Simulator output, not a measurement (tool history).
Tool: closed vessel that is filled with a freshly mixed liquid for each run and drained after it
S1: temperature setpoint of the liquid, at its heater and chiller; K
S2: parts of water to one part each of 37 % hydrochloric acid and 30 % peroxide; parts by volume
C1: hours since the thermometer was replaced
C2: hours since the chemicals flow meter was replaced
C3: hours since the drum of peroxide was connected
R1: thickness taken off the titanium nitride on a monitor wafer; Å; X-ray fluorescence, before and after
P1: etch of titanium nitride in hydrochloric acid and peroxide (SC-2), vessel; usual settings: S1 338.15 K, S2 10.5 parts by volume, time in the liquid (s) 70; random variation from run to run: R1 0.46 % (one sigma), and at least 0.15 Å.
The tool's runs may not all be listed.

run 1 hour=6.2 | S1=338.15 S2=10.5 time_in_the_liquid_(s)=70 | C1=669.7 C2=346.7 C3=55.4 | R1=51.792
run 2 hour=14.2 | S1=338.15 S2=10.5 time_in_the_liquid_(s)=70 | C1=677.7 C2=354.7 C3=63.4 | R1=52.247
run 3 hour=25.3 | S1=323.65 S2=10.5 time_in_the_liquid_(s)=70 | C1=688.8 C2=365.8 C3=74.5 | R1=20.506
run 4 hour=32.9 | S1=345.15 S2=14.5 time_in_the_liquid_(s)=70 | C1=696.4 C2=373.4 C3=82.1 | R1=59.659
run 5 hour=42.2 | S1=338.15 S2=4.0 time_in_the_liquid_(s)=70 | C1=705.7 C2=382.7 C3=91.4 | R1=108.190
run 6 hour=48.2 | S1=338.15 S2=10.5 time_in_the_liquid_(s)=40 | C1=711.7 C2=388.7 C3=97.4 | R1=29.575
run 7 hour=55.5 | S1=338.15 S2=15.5 time_in_the_liquid_(s)=70 | C1=719.0 C2=396.0 C3=104.7 | R1=37.383
run 8 hour=68.0 | S1=338.15 S2=10.5 time_in_the_liquid_(s)=70 | C1=731.5 C2=408.5 C3=117.2 | R1=52.789
run 9 hour=76.0 | S1=338.15 S2=6.0 time_in_the_liquid_(s)=100 | C1=739.5 C2=416.5 C3=125.2 | R1=115.690
run 10 hour=84.6 | S1=338.15 S2=10.5 time_in_the_liquid_(s)=70 | C1=748.1 C2=425.1 C3=133.8 | R1=52.789
run 11 hour=92.9 | S1=345.15 S2=10.5 time_in_the_liquid_(s)=70 | C1=756.4 C2=433.4 C3=142.1 | R1=79.260
run 12 hour=102.0 | S1=338.15 S2=10.5 time_in_the_liquid_(s)=70 | C1=765.5 C2=442.5 C3=151.2 | R1=52.489
run 13 hour=111.2 | S1=338.15 S2=10.5 time_in_the_liquid_(s)=125 | C1=774.7 C2=451.7 C3=160.4 | R1=92.796
run 14 hour=120.3 | S1=338.15 S2=10.5 time_in_the_liquid_(s)=70 | C1=783.8 C2=460.8 C3=169.5 | R1=52.063
run 15 hour=129.4 | S1=338.15 S2=10.5 time_in_the_liquid_(s)=70 | C1=792.9 C2=469.9 C3=178.6 | R1=50.030
run 16 hour=135.8 | S1=338.15 S2=10.5 time_in_the_liquid_(s)=70 | C1=799.3 C2=476.3 C3=185.0 | R1=48.432
run 17 hour=144.9 | S1=338.15 S2=10.5 time_in_the_liquid_(s)=70 | C1=808.4 C2=485.4 C3=194.1 | R1=47.613
-- hour=149.5 new drum of peroxide connected
run 18 hour=153.0 | S1=338.15 S2=10.5 time_in_the_liquid_(s)=70 | C1=816.5 C2=493.5 C3=3.6 | R1=47.712
run 19 hour=163.3 | S1=338.15 S2=10.5 time_in_the_liquid_(s)=70 | C1=826.8 C2=503.8 C3=13.9 | R1=46.663
run 20 hour=170.4 | S1=338.15 S2=10.5 time_in_the_liquid_(s)=70 | C1=833.9 C2=510.9 C3=21.0 | R1=46.543
run 21 hour=180.6 | S1=338.15 S2=10.5 time_in_the_liquid_(s)=70 | C1=844.1 C2=521.1 C3=31.2 | R1=46.867

What P1 gives has crept away from where it was. These 2 causes fit the log equally well, each at the size given:
A: liquid colder than its thermometer reads (K) = 1.74
B: chemicals flow below the setpoint (%) = 11.8
The creep began at about hour 120.3.
Why every other cause is out:
peroxide weaker than its label (%): serviced at hour 149.5, which brought nothing back

4 check runs are offered, each on 3 wafers whose results are averaged, their results left as question marks. Which one tells the causes apart?
run check 1 hour=190.8 | S1=345.15 S2=10.5 time_in_the_liquid_(s)=40 | R1=?
run check 2 hour=190.8 | S1=338.15 S2=4.0 time_in_the_liquid_(s)=70 | R1=?
run check 3 hour=190.8 | S1=338.15 S2=14.5 time_in_the_liquid_(s)=70 | R1=?
run check 4 hour=190.8 | S1=329.65 S2=10.5 time_in_the_liquid_(s)=70 | R1=?

What each check would give under each cause:
check=check_1 result=R1 if_A=40.718 if_B=40.543
check=check_2 result=R1 if_A=97.355 if_B=99.430
check=check_3 result=R1 if_A=35.402 if_B=35.237
check=check_4 result=R1 if_A=27.327 if_B=27.480
How far apart the two closest causes lie, in the result that separates them most: check 1 0.43 %; check 2 2.11 %; check 3 0.47 %; check 4 0.56 %
Check 2 tells the causes apart: in the others they would give nearly the same result.

Then check 2 was run and gave: R1 99.478 Å. Which cause is it?

It is B: chemicals flow below the setpoint (%).
